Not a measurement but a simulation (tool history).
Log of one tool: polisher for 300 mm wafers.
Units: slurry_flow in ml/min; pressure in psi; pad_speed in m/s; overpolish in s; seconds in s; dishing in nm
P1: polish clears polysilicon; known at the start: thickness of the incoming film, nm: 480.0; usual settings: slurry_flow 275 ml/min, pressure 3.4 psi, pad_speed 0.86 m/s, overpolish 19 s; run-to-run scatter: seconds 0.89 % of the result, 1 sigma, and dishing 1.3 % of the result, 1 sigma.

run   hour  slurry_flow  pressure  pad_speed  overpolish  seconds  dishing
  1    9.9          275       3.4       0.86          19   37.677   44.583
  2   27.5          275       3.4       0.86          19   37.678   44.762
  3   44.0          165       3.4       0.86          19   40.713   45.126
  4   55.8          415       3.4       0.86          19   36.867   44.687
  5   66.5          275       1.8       0.86          19   70.861   42.294
  6   82.1          275       3.4       0.86          19   37.846   45.082
  7  100.0          275       3.4       0.40          19   80.046   40.581
     112.7  -- slurry nozzle cleaned
  8  115.4          275       3.4       0.86           8   38.263   39.164
  9  125.5          275       3.4       0.86          19   37.673   44.294
 10  136.6          275       3.4       0.86          37   38.116   44.728
 11  149.4          275       5.2       0.58          19   36.557   45.420
 12  165.0          275       3.4       0.86          19   37.713   44.144
 13  183.1          275       3.4       1.16          19   27.771   44.679
 14  192.2          275       3.4       0.86          19   37.947   45.106
 15  200.3          275       5.2       0.86           7   25.219   42.802
 16  214.2          275       4.9       0.86          19   26.378   43.845
 17  223.5          275       3.4       0.86          19   37.855   44.089
 18  237.4          275       3.4       0.86          19   38.112   44.843
 19  248.0          275       3.4       0.86          19   38.602   45.002
 20  265.9          275       3.4       0.86          19   39.849   44.476
 21  274.3          275       3.4       0.86          19   39.136   44.095
 22  289.0          275       3.4       0.86          19   38.815   43.306
     292.1  -- head pressure recalibrated
 23  301.6          275       3.4       0.86          19   39.479   44.077

Forecast run 24:
 24  314.8          275       3.4       0.86          19        ?        ?

{"run 24": {"seconds": 39.642, "dishing": 43.99}}
